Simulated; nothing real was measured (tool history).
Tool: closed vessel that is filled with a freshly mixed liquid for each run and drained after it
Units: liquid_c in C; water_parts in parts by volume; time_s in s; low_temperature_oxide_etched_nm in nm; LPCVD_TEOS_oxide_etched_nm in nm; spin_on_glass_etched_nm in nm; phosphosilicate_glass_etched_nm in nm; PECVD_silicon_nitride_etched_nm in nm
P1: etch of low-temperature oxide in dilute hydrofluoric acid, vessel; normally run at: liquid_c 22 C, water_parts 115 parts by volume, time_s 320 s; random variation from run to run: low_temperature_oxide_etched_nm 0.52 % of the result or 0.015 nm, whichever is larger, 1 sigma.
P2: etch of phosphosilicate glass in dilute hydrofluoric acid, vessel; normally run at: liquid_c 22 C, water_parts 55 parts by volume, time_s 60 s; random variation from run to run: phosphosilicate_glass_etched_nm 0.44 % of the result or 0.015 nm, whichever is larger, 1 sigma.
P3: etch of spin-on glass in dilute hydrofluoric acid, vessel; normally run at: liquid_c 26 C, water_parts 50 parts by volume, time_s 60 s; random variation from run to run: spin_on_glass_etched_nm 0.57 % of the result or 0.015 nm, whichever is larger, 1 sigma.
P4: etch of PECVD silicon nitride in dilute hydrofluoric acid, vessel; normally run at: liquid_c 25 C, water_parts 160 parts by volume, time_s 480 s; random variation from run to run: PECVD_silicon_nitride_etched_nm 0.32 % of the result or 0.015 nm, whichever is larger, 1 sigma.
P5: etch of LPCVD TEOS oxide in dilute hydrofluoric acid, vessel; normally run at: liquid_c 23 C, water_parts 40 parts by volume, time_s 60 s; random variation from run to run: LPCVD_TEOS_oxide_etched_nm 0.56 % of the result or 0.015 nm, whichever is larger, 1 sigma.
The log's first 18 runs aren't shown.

run,day,process,liquid_c,water_parts,time_s,low_temperature_oxide_etched_nm,LPCVD_TEOS_oxide_etched_nm,spin_on_glass_etched_nm,phosphosilicate_glass_etched_nm,PECVD_silicon_nitride_etched_nm
19,5.312,P4,25,160,480,,,,,18.421
20,5.592,P1,22,185,320,32.635,,,,
21,5.962,P1,26,115,320,66.099,,,,
22,6.258,P1,22,115,320,56.412,,,,
23,6.475,P2,22,55,60,,,,187.41,
24,6.696,P3,19.5,50,60,,,36.321,,
25,7.033,P2,25.5,55,60,,,,214.51,
26,7.262,P1,22,115,525,93.652,,,,
27,7.542,P4,25,160,720,,,,,27.536

The next listed run, before its measurement:
28,7.825,P3,26,50,60,,,?,,

spin_on_glass_etched_nm: 47.771 nm

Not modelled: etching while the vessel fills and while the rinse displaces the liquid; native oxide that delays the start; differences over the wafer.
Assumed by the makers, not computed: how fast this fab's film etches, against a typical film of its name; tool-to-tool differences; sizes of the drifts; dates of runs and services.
